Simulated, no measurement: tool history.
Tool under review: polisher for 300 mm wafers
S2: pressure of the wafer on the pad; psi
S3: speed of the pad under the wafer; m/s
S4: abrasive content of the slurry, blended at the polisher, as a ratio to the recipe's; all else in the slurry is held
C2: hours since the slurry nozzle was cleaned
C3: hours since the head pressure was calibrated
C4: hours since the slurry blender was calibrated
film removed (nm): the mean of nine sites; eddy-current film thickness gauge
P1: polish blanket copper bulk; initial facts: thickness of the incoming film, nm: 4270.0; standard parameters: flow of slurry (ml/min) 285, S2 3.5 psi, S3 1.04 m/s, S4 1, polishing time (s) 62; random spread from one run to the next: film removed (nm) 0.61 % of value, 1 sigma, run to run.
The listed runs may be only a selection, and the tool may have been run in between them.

Run 1, hour 8.2: flow of slurry (ml/min) 285, S2 3.5 psi, S3 1.04 m/s, S4 1, polishing time (s) 62; wafers polished on this pad 325; C2 218.7; C3 383.2; C4 107.5. Result: film removed (nm) 844.79.
Run 2, hour 18.7: flow of slurry (ml/min) 285, S2 3.5 psi, S3 1.04 m/s, S4 0.8, polishing time (s) 62; wafers polished on this pad 390; C2 229.2; C3 393.7; C4 118. Result: film removed (nm) 803.94.
Run 3, hour 29.5: flow of slurry (ml/min) 285, S2 3.5 psi, S3 1.04 m/s, S4 1, polishing time (s) 34; wafers polished on this pad 457; C2 240; C3 404.5; C4 128.8. Result: film removed (nm) 467.65.
Run 4, hour 34.8: flow of slurry (ml/min) 285, S2 5.3 psi, S3 1.04 m/s, S4 1.45, polishing time (s) 62; wafers polished on this pad 489; C2 245.3; C3 409.8; C4 134.1. Result: film removed (nm) 1379.6.
Run 5, hour 39.5: flow of slurry (ml/min) 400, S2 3.5 psi, S3 1.04 m/s, S4 1, polishing time (s) 62; wafers polished on this pad 518; C2 250; C3 414.5; C4 138.8. Result: film removed (nm) 872.36.
Run 6, hour 49.7: flow of slurry (ml/min) 285, S2 2 psi, S3 1.04 m/s, S4 1, polishing time (s) 62; wafers polished on this pad 581; C2 260.2; C3 424.7; C4 149. Result: film removed (nm) 482.47.
Run 7, hour 56.8: flow of slurry (ml/min) 285, S2 5.4 psi, S3 1.04 m/s, S4 1, polishing time (s) 62; wafers polished on this pad 625; C2 267.3; C3 431.8; C4 156.1. Result: film removed (nm) 1297.7.
Run 8, hour 65.4: flow of slurry (ml/min) 285, S2 3.5 psi, S3 1.04 m/s, S4 1, polishing time (s) 90; wafers polished on this pad 678; C2 275.9; C3 440.4; C4 164.7. Result: film removed (nm) 1218.9.
At hour 68.7: slurry blender recalibrated.
Run 9, hour 70.4: flow of slurry (ml/min) 285, S2 3.5 psi, S3 1.04 m/s, S4 1, polishing time (s) 62; wafers polished on this pad 709; C2 280.9; C3 445.4; C4 1.7. Result: film removed (nm) 842.24.
Run 10, hour 76.1: flow of slurry (ml/min) 285, S2 3.5 psi, S3 1.04 m/s, S4 1.3, polishing time (s) 62; wafers polished on this pad 744; C2 286.6; C3 451.1; C4 7.4. Result: film removed (nm) 899.61.
Run 11, hour 85.2: flow of slurry (ml/min) 285, S2 3.5 psi, S3 1.62 m/s, S4 1, polishing time (s) 62; wafers polished on this pad 800; C2 295.7; C3 460.2; C4 16.5. Result: film removed (nm) 1314.2.
Run 12, hour 93.9: flow of slurry (ml/min) 285, S2 3.5 psi, S3 1.04 m/s, S4 1, polishing time (s) 62; wafers polished on this pad 854; C2 304.4; C3 468.9; C4 25.2. Result: film removed (nm) 840.15.
Run 13, hour 102.4: flow of slurry (ml/min) 285, S2 3.5 psi, S3 1.04 m/s, S4 1, polishing time (s) 62; wafers polished on this pad 907; C2 312.9; C3 477.4; C4 33.7. Result: film removed (nm) 838.7.
Run 14, hour 112.4: flow of slurry (ml/min) 285, S2 3.5 psi, S3 1.04 m/s, S4 1, polishing time (s) 62; wafers polished on this pad 968; C2 322.9; C3 487.4; C4 43.7. Result: film removed (nm) 836.01.
Run 15, hour 122.6: flow of slurry (ml/min) 285, S2 3.5 psi, S3 1.04 m/s, S4 1, polishing time (s) 62; wafers polished on this pad 1031; C2 333.1; C3 497.6; C4 53.9. Result: film removed (nm) 838.41.
Run 16, hour 131.4: flow of slurry (ml/min) 285, S2 3.5 psi, S3 0.46 m/s, S4 1, polishing time (s) 62; wafers polished on this pad 1086; C2 341.9; C3 506.4; C4 62.7. Result: film removed (nm) 370.01.
Run 17, hour 139.2: flow of slurry (ml/min) 170, S2 3.5 psi, S3 1.04 m/s, S4 1, polishing time (s) 62; wafers polished on this pad 1134; C2 349.7; C3 514.2; C4 70.5. Result: film removed (nm) 791.53.
Run 18, hour 144.2: flow of slurry (ml/min) 285, S2 3.5 psi, S3 1.04 m/s, S4 1, polishing time (s) 62; wafers polished on this pad 1165; C2 354.7; C3 519.2; C4 75.5. Result: film removed (nm) 844.57.
Run 19, hour 155: flow of slurry (ml/min) 285, S2 3.5 psi, S3 1.04 m/s, S4 1, polishing time (s) 62; wafers polished on this pad 1231; C2 365.5; C3 530; C4 86.3. Result: film removed (nm) 825.65.
Run 20, hour 165.8: flow of slurry (ml/min) 285, S2 3.5 psi, S3 1.04 m/s, S4 1, polishing time (s) 62; wafers polished on this pad 1298; C2 376.3; C3 540.8; C4 97.1. Result: film removed (nm) 805.91.
Run 21, hour 171.4: flow of slurry (ml/min) 285, S2 3.5 psi, S3 1.04 m/s, S4 1, polishing time (s) 62; wafers polished on this pad 1332; C2 381.9; C3 546.4; C4 102.7. Result: film removed (nm) 798.29.
At hour 176.5: worn pad replaced by a new one.
Run 22, hour 178.3: flow of slurry (ml/min) 285, S2 3.5 psi, S3 1.04 m/s, S4 1, polishing time (s) 62; wafers polished on this pad 11; C2 388.8; C3 553.3; C4 109.6. Result: film removed (nm) 802.17.
At hour 184.9: slurry blender recalibrated.
Run 23, hour 188.5: flow of slurry (ml/min) 285, S2 3.5 psi, S3 1.04 m/s, S4 1, polishing time (s) 62; wafers polished on this pad 74; C2 399; C3 563.5; C4 3.6. Result: film removed (nm) 805.46.
Run 24, hour 195.1: flow of slurry (ml/min) 285, S2 3.5 psi, S3 1.04 m/s, S4 1, polishing time (s) 62; wafers polished on this pad 114; C2 405.6; C3 570.1; C4 10.2. Result: film removed (nm) 786.47.
Run 25, hour 201.7: flow of slurry (ml/min) 285, S2 3.5 psi, S3 1.04 m/s, S4 1, polishing time (s) 62; wafers polished on this pad 155; C2 412.2; C3 576.7; C4 16.8. Result: film removed (nm) 795.49.
Run 26, hour 210: flow of slurry (ml/min) 285, S2 3.5 psi, S3 1.04 m/s, S4 1, polishing time (s) 62; wafers polished on this pad 206; C2 420.5; C3 585; C4 25.1. Result: film removed (nm) 779.56.
Run 27, hour 217: flow of slurry (ml/min) 285, S2 3.5 psi, S3 1.04 m/s, S4 1, polishing time (s) 62; wafers polished on this pad 250; C2 427.5; C3 592; C4 32.1. Result: film removed (nm) 795.53.
Run 28, hour 222.6: flow of slurry (ml/min) 285, S2 3.5 psi, S3 1.04 m/s, S4 1, polishing time (s) 62; wafers polished on this pad 284; C2 433.1; C3 597.6; C4 37.7. Result: film removed (nm) 788.59.

Something has made what P1 gives creep away from where it was; the 2 causes below, each at its own stated size, fit the log equally well:
A: head's pressure below its setpoint, % = 5.79
B: slurry flow missing at the pad, % = 39
Onset of the creep was near hour 144.2.
Every other cause this tool's parts could produce, and why it does not fit the log:
removal rate lost through wear of the pad, %: serviced at hour 176.5, which brought nothing back
abrasive missing from the slurry, %: serviced at hour 184.9, which brought nothing back

You are offered 4 check runs, listed below with question marks in place of their results; each one averages 2 wafers. Which run separates the listed causes by giving clearly different results for each?
Run check 1, hour 228.2: flow of slurry (ml/min) 285, S2 4.3 psi, S3 1.04 m/s, S4 1, polishing time (s) 47. Result: film removed (nm) ?.
Run check 2, hour 228.2: flow of slurry (ml/min) 285, S2 3.5 psi, S3 0.82 m/s, S4 1, polishing time (s) 40. Result: film removed (nm) ?.
Run check 3, hour 228.2: flow of slurry (ml/min) 285, S2 5.3 psi, S3 1.04 m/s, S4 1, polishing time (s) 42. Result: film removed (nm) ?.
Run check 4, hour 228.2: flow of slurry (ml/min) 170, S2 3.5 psi, S3 0.48 m/s, S4 1, polishing time (s) 62. Result: film removed (nm) ?.

If the cause were each of the candidates in turn, the checks would give the following:
  check             result    if A    if B
check 1  film removed (nm)  737.57  737.59
check 2  film removed (nm)  402.85  402.86
check 3  film removed (nm)  812.38  812.41
check 4  film removed (nm)  343.19  330.82
Distance between the nearest two causes, measured in the result of the check that separates them most: check 1 0 %; check 2 0 %; check 3 0 %; check 4 3.67 %
Of the check runs offered, only check 4 discriminates between the causes; the rest would read about the same regardless of which cause applies.

With check 4 done, the readings were: film removed (nm) 331.63. Identify which of the listed causes applies.

It was cause B: slurry flow missing at the pad, %.
